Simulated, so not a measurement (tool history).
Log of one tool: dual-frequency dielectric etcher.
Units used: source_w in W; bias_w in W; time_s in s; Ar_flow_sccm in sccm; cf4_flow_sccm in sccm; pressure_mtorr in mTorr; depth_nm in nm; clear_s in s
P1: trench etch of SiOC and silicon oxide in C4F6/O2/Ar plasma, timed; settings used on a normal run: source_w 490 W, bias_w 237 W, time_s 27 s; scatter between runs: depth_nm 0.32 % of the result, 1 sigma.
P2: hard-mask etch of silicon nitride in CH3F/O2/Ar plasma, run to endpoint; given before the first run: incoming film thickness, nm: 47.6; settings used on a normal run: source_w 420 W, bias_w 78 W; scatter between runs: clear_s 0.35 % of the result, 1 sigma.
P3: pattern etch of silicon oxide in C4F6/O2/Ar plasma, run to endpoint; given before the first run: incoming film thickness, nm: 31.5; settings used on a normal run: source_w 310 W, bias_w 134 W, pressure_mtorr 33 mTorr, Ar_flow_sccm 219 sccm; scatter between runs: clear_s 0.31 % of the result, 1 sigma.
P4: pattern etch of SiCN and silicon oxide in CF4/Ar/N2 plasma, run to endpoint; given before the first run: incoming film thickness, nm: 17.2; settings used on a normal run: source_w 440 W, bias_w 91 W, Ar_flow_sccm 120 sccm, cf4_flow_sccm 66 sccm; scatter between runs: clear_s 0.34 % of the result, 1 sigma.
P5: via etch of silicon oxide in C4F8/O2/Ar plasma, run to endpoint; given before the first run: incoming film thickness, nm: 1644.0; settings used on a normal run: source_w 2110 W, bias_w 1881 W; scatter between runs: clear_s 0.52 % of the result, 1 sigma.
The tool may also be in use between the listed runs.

| run | day | process | source_w | bias_w | time_s | Ar_flow_sccm | cf4_flow_sccm | pressure_mtorr | hours since the last wet clean | hours since the last source power generator calibration | hours since the last bias power generator calibration | depth_nm | clear_s |
|---|---|---|---|---|---|---|---|---|---|---|---|---|---|
| 1 | 0.471 | P1 | 490 | 237 | 27 |  |  |  | 246 | 2917.6 | 756 | 64.623 |  |
| 2 | 0.846 | P4 | 440 | 91 |  | 120 | 86 |  | 255 | 2926.6 | 765 |  | 19.053 |
| 3 | 1.408 | P1 | 490 | 237 | 27 |  |  |  | 268.5 | 2940.1 | 778.5 | 64.963 |  |
| 4 | 1.846 | P2 | 420 | 78 |  |  |  |  | 279 | 2950.6 | 789 |  | 67.674 |
| 5 | 2.225 | P5 | 2700 | 1881 |  |  |  |  | 288.1 | 2959.7 | 798.1 |  | 289.98 |
| 6 | 2.729 | P1 | 660 | 237 | 27 |  |  |  | 300.2 | 2971.8 | 810.2 | 72.396 |  |
| 7 | 3.067 | P3 | 230 | 134 |  | 219 |  | 33 | 308.3 | 2979.9 | 818.3 |  | 12.859 |
| 8 | 3.512 | P4 | 440 | 111 |  | 120 | 66 |  | 319 | 2990.6 | 829 |  | 18.37 |
|  | 3.858 | source power generator calibrated |
| 9 | 4.05 | P3 | 310 | 134 |  | 219 |  | 33 | 331.9 | 4.7 | 841.9 |  | 11.446 |
| 10 | 4.317 | P1 | 490 | 237 | 27 |  |  |  | 338.3 | 11.1 | 848.3 | 64.624 |  |
| 11 | 4.846 | P3 | 310 | 134 |  | 267 |  | 33 | 351 | 23.8 | 861 |  | 11.71 |
| 12 | 5.354 | P1 | 490 | 237 | 27 |  |  |  | 363.2 | 36 | 873.2 | 64.628 |  |
| 13 | 5.629 | P1 | 370 | 237 | 27 |  |  |  | 369.8 | 42.6 | 879.8 | 58.023 |  |
| 14 | 6.183 | P4 | 440 | 91 |  | 71 | 66 |  | 383.1 | 55.9 | 893.1 |  | 18.55 |
| 15 | 6.633 | P1 | 490 | 237 | 39.5 |  |  |  | 393.9 | 66.7 | 903.9 | 94.49 |  |
| 16 | 7.067 | P5 | 2110 | 1164 |  |  |  |  | 404.3 | 77.1 | 914.3 |  | 366.07 |
| 17 | 7.325 | P1 | 490 | 187 | 27 |  |  |  | 410.5 | 83.3 | 920.5 | 59.726 |  |
| 18 | 7.642 | P2 | 250 | 78 |  |  |  |  | 418.1 | 90.9 | 928.1 |  | 82.092 |
| 19 | 7.95 | P1 | 490 | 237 | 27 |  |  |  | 425.5 | 98.3 | 935.5 | 64.161 |  |
| 20 | 8.254 | P2 | 420 | 57 |  |  |  |  | 432.8 | 105.6 | 942.8 |  | 74.652 |
| 21 | 8.779 | P1 | 490 | 298 | 27 |  |  |  | 445.4 | 118.2 | 955.4 | 70.05 |  |
| 22 | 9.188 | P4 | 440 | 91 |  | 120 | 66 |  | 455.2 | 128 | 965.2 |  | 19.698 |
| 23 | 9.771 | P5 | 2110 | 1881 |  |  |  |  | 469.2 | 142 | 979.2 |  | 322.74 |
| 24 | 10.071 | P1 | 370 | 292 | 27 |  |  |  | 476.4 | 149.2 | 986.4 | 62.439 |  |
| 25 | 10.338 | P3 | 310 | 96 |  | 219 |  | 33 | 482.8 | 155.6 | 992.8 |  | 12.615 |
| 26 | 10.829 | P4 | 440 | 91 |  | 120 | 66 |  | 494.6 | 167.4 | 1004.6 |  | 19.914 |
| 27 | 11.267 | P1 | 490 | 237 | 27 |  |  |  | 505.1 | 177.9 | 1015.1 | 64.45 |  |
| 28 | 11.804 | P1 | 490 | 237 | 15 |  |  |  | 518 | 190.8 | 1028 | 35.885 |  |
| 29 | 12.325 | P4 | 610 | 91 |  | 120 | 66 |  | 530.5 | 203.3 | 1040.5 |  | 14.934 |
| 30 | 12.879 | P3 | 310 | 134 |  | 219 |  | 25 | 543.8 | 216.6 | 1053.8 |  | 11.078 |
| 31 | 13.371 | P1 | 490 | 237 | 27 |  |  |  | 555.6 | 228.4 | 1065.6 | 64.456 |  |
| 32 | 13.792 | P1 | 490 | 237 | 27 |  |  |  | 565.7 | 238.5 | 1075.7 | 63.858 |  |
| 33 | 14.071 | P1 | 490 | 237 | 27 |  |  |  | 572.4 | 245.2 | 1082.4 | 63.995 |  |
| 34 | 14.525 | P1 | 490 | 237 | 27 |  |  |  | 583.3 | 256.1 | 1093.3 | 64.061 |  |
| 35 | 14.992 | P1 | 490 | 237 | 27 |  |  |  | 594.5 | 267.3 | 1104.5 | 63.797 |  |
| 36 | 15.288 | P1 | 490 | 237 | 27 |  |  |  | 601.6 | 274.4 | 1111.6 | 63.646 |  |
|  | 15.358 | wet clean of the chamber |
| 37 | 15.788 | P1 | 490 | 237 | 27 |  |  |  | 10.4 | 286.4 | 1123.6 | 63.48 |  |
| 38 | 16.288 | P1 | 490 | 237 | 27 |  |  |  | 22.4 | 298.4 | 1135.6 | 63.566 |  |
| 39 | 16.596 | P1 | 490 | 237 | 27 |  |  |  | 29.8 | 305.8 | 1143 | 63.514 |  |
| 40 | 16.883 | P1 | 490 | 237 | 27 |  |  |  | 36.7 | 312.7 | 1149.9 | 63.515 |  |
| 41 | 17.396 | P1 | 490 | 237 | 27 |  |  |  | 49 | 325 | 1162.2 | 63.45 |  |

P1 has crept away from where it was. The log is fitted equally well by each of these 2 causes, at the sizes shown:
A: bias power that arrives under what is set, % = 4.82
B: source power that arrives under what is set, % = 4.14
The creep began at about day 13.371.
What rules out each remaining cause:
chamber walls in a state that lowers the etch rate, %: serviced at day 15.358, after the change had begun; the process did not return to its earlier output

The list below offers 4 check runs, each averaging the results of 2 wafers, and shows each result as a question mark. For which of them would the listed causes give clearly different results?
| check 1 | 17.908 | P3 | 240 | 107 |  | 219 |  | 33 |  |  |  |  | ? |
| check 2 | 17.908 | P5 | 2110 | 1242 |  |  |  |  |  |  |  |  | ? |
| check 3 | 17.908 | P2 | 320 | 64 |  |  |  |  |  |  |  |  | ? |
| check 4 | 17.908 | P4 | 440 | 91 |  | 80 | 66 |  |  |  |  |  | ? |

Check results expected under each cause:
| check | result | if A | if B |
|---|---|---|---|
| check 1 | clear_s | 13.742 | 13.777 |
| check 2 | clear_s | 363.58 | 365.38 |
| check 3 | clear_s | 81.497 | 81.447 |
| check 4 | clear_s | 19.075 | 19.463 |
Separation of the two closest causes in each check, using whichever result separates them best: check 1 0.25 %; check 2 0.49 %; check 3 0.06 %; check 4 2.01 %
The causes can be told apart only by check 4. The other checks would give nearly the same results under each of them.

The results of check 4 are: clear_s 19.084 s. Based on these, which of the listed causes is it?

A is the cause: bias power that arrives under what is set, %.
